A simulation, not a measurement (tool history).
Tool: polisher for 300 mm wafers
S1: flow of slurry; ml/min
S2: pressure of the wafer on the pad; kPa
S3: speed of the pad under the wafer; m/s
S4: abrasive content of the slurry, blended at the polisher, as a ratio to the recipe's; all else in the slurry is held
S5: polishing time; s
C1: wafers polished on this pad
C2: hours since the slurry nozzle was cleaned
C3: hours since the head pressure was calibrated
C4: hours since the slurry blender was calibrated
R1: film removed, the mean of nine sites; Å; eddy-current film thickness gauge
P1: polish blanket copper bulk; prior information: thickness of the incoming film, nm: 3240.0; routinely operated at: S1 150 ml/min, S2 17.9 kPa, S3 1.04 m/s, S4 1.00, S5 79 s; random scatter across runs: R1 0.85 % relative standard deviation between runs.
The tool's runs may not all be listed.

| run | hour | S1 | S2 | S3 | S4 | S5 | C1 | C2 | C3 | C4 | R1 |
|---|---|---|---|---|---|---|---|---|---|---|---|
| 1 | 5.5 | 150 | 17.9 | 1.04 | 1.00 | 79 | 244 | 475.8 | 326.7 | 112.0 | 6057.8 |
| 2 | 16.0 | 105 | 17.9 | 1.44 | 1.00 | 79 | 397 | 486.3 | 337.2 | 122.5 | 7863.8 |
| 3 | 22.4 | 150 | 17.9 | 1.04 | 1.00 | 79 | 490 | 492.7 | 343.6 | 128.9 | 6034.8 |
| 4 | 32.7 | 150 | 17.9 | 1.36 | 1.00 | 79 | 641 | 503.0 | 353.9 | 139.2 | 7835.4 |
| 5 | 42.4 | 150 | 17.9 | 1.04 | 0.65 | 79 | 782 | 512.7 | 363.6 | 148.9 | 5448.1 |
| 6 | 47.8 | 150 | 17.9 | 1.04 | 1.00 | 79 | 861 | 518.1 | 369.0 | 154.3 | 6056.0 |
| 7 | 57.0 | 150 | 17.9 | 1.04 | 1.00 | 79 | 996 | 527.3 | 378.2 | 163.5 | 6036.8 |
| 8 | 66.5 | 150 | 26.2 | 1.04 | 1.00 | 79 | 1134 | 536.8 | 387.7 | 173.0 | 8929.2 |
| 9 | 76.3 | 190 | 17.9 | 1.04 | 1.00 | 79 | 1277 | 546.6 | 397.5 | 182.8 | 6201.3 |
|  | 85.1 | slurry nozzle cleaned |
| 10 | 86.6 | 90 | 17.9 | 1.04 | 1.00 | 79 | 1428 | 1.6 | 407.8 | 193.1 | 5432.3 |
| 11 | 94.7 | 150 | 17.9 | 1.04 | 1.00 | 108 | 1546 | 9.7 | 415.9 | 201.2 | 8287.2 |
| 12 | 101.9 | 150 | 17.9 | 1.04 | 1.45 | 79 | 1651 | 16.9 | 423.1 | 208.4 | 6541.4 |
| 13 | 107.7 | 150 | 17.9 | 1.04 | 1.00 | 79 | 1736 | 22.7 | 428.9 | 214.2 | 6111.5 |
| 14 | 118.2 | 200 | 17.9 | 1.04 | 1.00 | 113 | 1889 | 33.2 | 439.4 | 224.7 | 8988.8 |
| 15 | 126.7 | 150 | 17.9 | 1.04 | 1.00 | 58 | 2013 | 41.7 | 447.9 | 233.2 | 4476.6 |
| 16 | 132.3 | 150 | 17.9 | 1.04 | 1.00 | 79 | 2095 | 47.3 | 453.5 | 238.8 | 6086.2 |
| 17 | 139.7 | 150 | 13.1 | 1.04 | 1.00 | 79 | 2203 | 54.7 | 460.9 | 246.2 | 4414.8 |
|  | 141.1 | slurry blender recalibrated |
| 18 | 147.2 | 150 | 17.9 | 0.50 | 1.00 | 79 | 2312 | 62.2 | 468.4 | 6.2 | 2921.6 |
| 19 | 154.8 | 150 | 17.9 | 1.42 | 1.25 | 79 | 2423 | 69.8 | 476.0 | 13.8 | 8701.6 |
| 20 | 161.3 | 150 | 17.9 | 1.04 | 1.00 | 79 | 2518 | 76.3 | 482.5 | 20.3 | 6033.2 |
| 21 | 169.3 | 150 | 17.9 | 1.04 | 1.00 | 79 | 2635 | 84.3 | 490.5 | 28.3 | 5820.6 |
| 22 | 179.4 | 150 | 17.9 | 1.04 | 1.00 | 79 | 2782 | 94.4 | 500.6 | 38.4 | 5653.4 |
| 23 | 187.5 | 150 | 17.9 | 1.04 | 1.00 | 79 | 2901 | 102.5 | 508.7 | 46.5 | 5602.4 |
| 24 | 193.7 | 150 | 17.9 | 1.04 | 1.00 | 79 | 2991 | 108.7 | 514.9 | 52.7 | 5615.3 |
|  | 195.3 | slurry blender recalibrated |
| 25 | 200.4 | 150 | 17.9 | 1.04 | 1.00 | 79 | 3089 | 115.4 | 521.6 | 5.1 | 5546.7 |
|  | 208.3 | head pressure recalibrated |
| 26 | 209.7 | 150 | 17.9 | 1.04 | 1.00 | 79 | 3225 | 124.7 | 1.4 | 14.4 | 5508.2 |
| 27 | 216.7 | 150 | 17.9 | 1.04 | 1.00 | 79 | 3327 | 131.7 | 8.4 | 21.4 | 5511.1 |
| 28 | 226.8 | 150 | 17.9 | 1.04 | 1.00 | 79 | 3474 | 141.8 | 18.5 | 31.5 | 5540.0 |
| 29 | 234.8 | 150 | 17.9 | 1.04 | 1.00 | 79 | 3591 | 149.8 | 26.5 | 39.5 | 5503.0 |
| 30 | 239.7 | 150 | 17.9 | 1.04 | 1.00 | 79 | 3663 | 154.7 | 31.4 | 44.4 | 5471.0 |
| 31 | 244.9 | 150 | 17.9 | 1.04 | 1.00 | 79 | 3739 | 159.9 | 36.6 | 49.6 | 5483.3 |

P1 no longer gives what it gave before; its output has crept away from where it was. The following 2 causes, each at its listed size, fit the log equally well:
A: slurry flow missing at the pad, % = 37.7
B: removal rate lost through wear of the pad, % = 9.66
The gradual shift began around hour 161.3.
Why every other cause is out:
head's pressure below its setpoint, %: serviced at hour 208.3, after the change had begun; the process did not return to its earlier output
abrasive missing from the slurry, %: serviced at hour 195.3, after the change had begun; the process did not return to its earlier output

You are offered 4 check runs, listed below with question marks in place of their results; each one averages 2 wafers. Which run separates the listed causes by giving clearly different results for each?
| check 1 | 250.1 | 150 | 17.9 | 0.56 | 1.00 | 79 |  |  |  |  | ? |
| check 2 | 250.1 | 90 | 17.9 | 1.04 | 1.40 | 79 |  |  |  |  | ? |
| check 3 | 250.1 | 150 | 17.9 | 1.28 | 1.20 | 79 |  |  |  |  | ? |
| check 4 | 250.1 | 150 | 17.9 | 0.72 | 1.00 | 79 |  |  |  |  | ? |

How each check would come out, cause by cause:
| check | result | if A | if B |
|---|---|---|---|
| check 1 | R1 | 2938.4 | 2938.4 |
| check 2 | R1 | 4964.4 | 5253.0 |
| check 3 | R1 | 6987.0 | 6986.9 |
| check 4 | R1 | 3778.0 | 3778.0 |
Distance between the nearest two causes, measured in the result of the check that separates them most: check 1 0 %; check 2 5.65 %; check 3 0 %; check 4 0 %
Check 2 is the one run that separates the causes; every other check would come out nearly the same whichever cause is at work.

After running check 2, the following was obtained: R1 5222.2 Å. Which cause does this point to?

It is B: removal rate lost through wear of the pad, %.
